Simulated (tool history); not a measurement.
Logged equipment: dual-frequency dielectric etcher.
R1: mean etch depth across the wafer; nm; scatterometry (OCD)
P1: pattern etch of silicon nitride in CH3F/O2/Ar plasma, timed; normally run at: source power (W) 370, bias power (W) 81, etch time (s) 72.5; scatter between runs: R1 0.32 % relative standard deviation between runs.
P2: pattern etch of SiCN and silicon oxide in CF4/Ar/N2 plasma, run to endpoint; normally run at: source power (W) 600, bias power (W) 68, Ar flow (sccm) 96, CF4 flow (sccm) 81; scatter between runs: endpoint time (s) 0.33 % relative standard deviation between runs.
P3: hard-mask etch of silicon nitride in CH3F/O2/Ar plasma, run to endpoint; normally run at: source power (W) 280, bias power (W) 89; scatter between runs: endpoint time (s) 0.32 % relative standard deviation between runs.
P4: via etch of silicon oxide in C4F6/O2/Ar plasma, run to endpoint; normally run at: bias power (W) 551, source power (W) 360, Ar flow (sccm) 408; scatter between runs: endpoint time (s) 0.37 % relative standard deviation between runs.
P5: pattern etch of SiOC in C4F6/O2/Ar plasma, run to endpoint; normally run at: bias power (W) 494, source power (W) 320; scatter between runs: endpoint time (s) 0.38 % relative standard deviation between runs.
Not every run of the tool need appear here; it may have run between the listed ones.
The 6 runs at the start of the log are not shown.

{"run": 7, "day": 4.438, "process that ran": "P1", "source power (W)": 370, "bias power (W)": 81, "etch time (s)": 72.5, "R1": 52.705}
{"run": 8, "day": 5.183, "process that ran": "P2", "source power (W)": 360, "bias power (W)": 68, "Ar flow (sccm)": 96, "CF4 flow (sccm)": 81, "endpoint time (s)": 24.75}
{"run": 9, "day": 5.546, "process that ran": "P3", "source power (W)": 280, "bias power (W)": 89, "endpoint time (s)": 51.172}
{"run": 10, "day": 6.046, "process that ran": "P2", "source power (W)": 600, "bias power (W)": 68, "Ar flow (sccm)": 96, "CF4 flow (sccm)": 50, "endpoint time (s)": 17.026}
{"run": 11, "day": 6.546, "process that ran": "P5", "source power (W)": 320, "bias power (W)": 494, "endpoint time (s)": 15.46}
{"run": 12, "day": 6.996, "process that ran": "P1", "source power (W)": 280, "bias power (W)": 81, "etch time (s)": 72.5, "R1": 47.277}
{"run": 13, "day": 7.675, "process that ran": "P4", "source power (W)": 360, "bias power (W)": 551, "Ar flow (sccm)": 285, "endpoint time (s)": 36.841}
{"run": 14, "day": 8.062, "process that ran": "P3", "source power (W)": 280, "bias power (W)": 118, "endpoint time (s)": 46.142}
{"run": 15, "day": 8.542, "process that ran": "P1", "source power (W)": 370, "bias power (W)": 81, "etch time (s)": 91.5, "R1": 66.386}
{"run": 16, "day": 9.054, "process that ran": "P1", "source power (W)": 370, "bias power (W)": 99, "etch time (s)": 40, "R1": 31.138}
{"run": 17, "day": 9.721, "process that ran": "P5", "source power (W)": 320, "bias power (W)": 311, "endpoint time (s)": 18.322}
{"run": 18, "day": 10.346, "process that ran": "P1", "source power (W)": 370, "bias power (W)": 102, "etch time (s)": 72.5, "R1": 57.363}
{"run": 19, "day": 10.9, "process that ran": "P4", "source power (W)": 360, "bias power (W)": 746, "Ar flow (sccm)": 408, "endpoint time (s)": 34.166}
{"run": 20, "day": 11.421, "process that ran": "P4", "source power (W)": 510, "bias power (W)": 551, "Ar flow (sccm)": 408, "endpoint time (s)": 33.77}
{"run": 21, "day": 11.871, "process that ran": "P1", "source power (W)": 500, "bias power (W)": 81, "etch time (s)": 72.5, "R1": 58.98}
{"run": 22, "day": 12.458, "process that ran": "P3", "source power (W)": 170, "bias power (W)": 89, "endpoint time (s)": 61.365}

Run 23 is up next; what results do you expect?
{"run": 23, "day": 13.008, "process that ran": "P1", "source power (W)": 370, "bias power (W)": 81, "etch time (s)": 72.5, "R1": "?"}

{"run 23": {"R1": 52.757}}
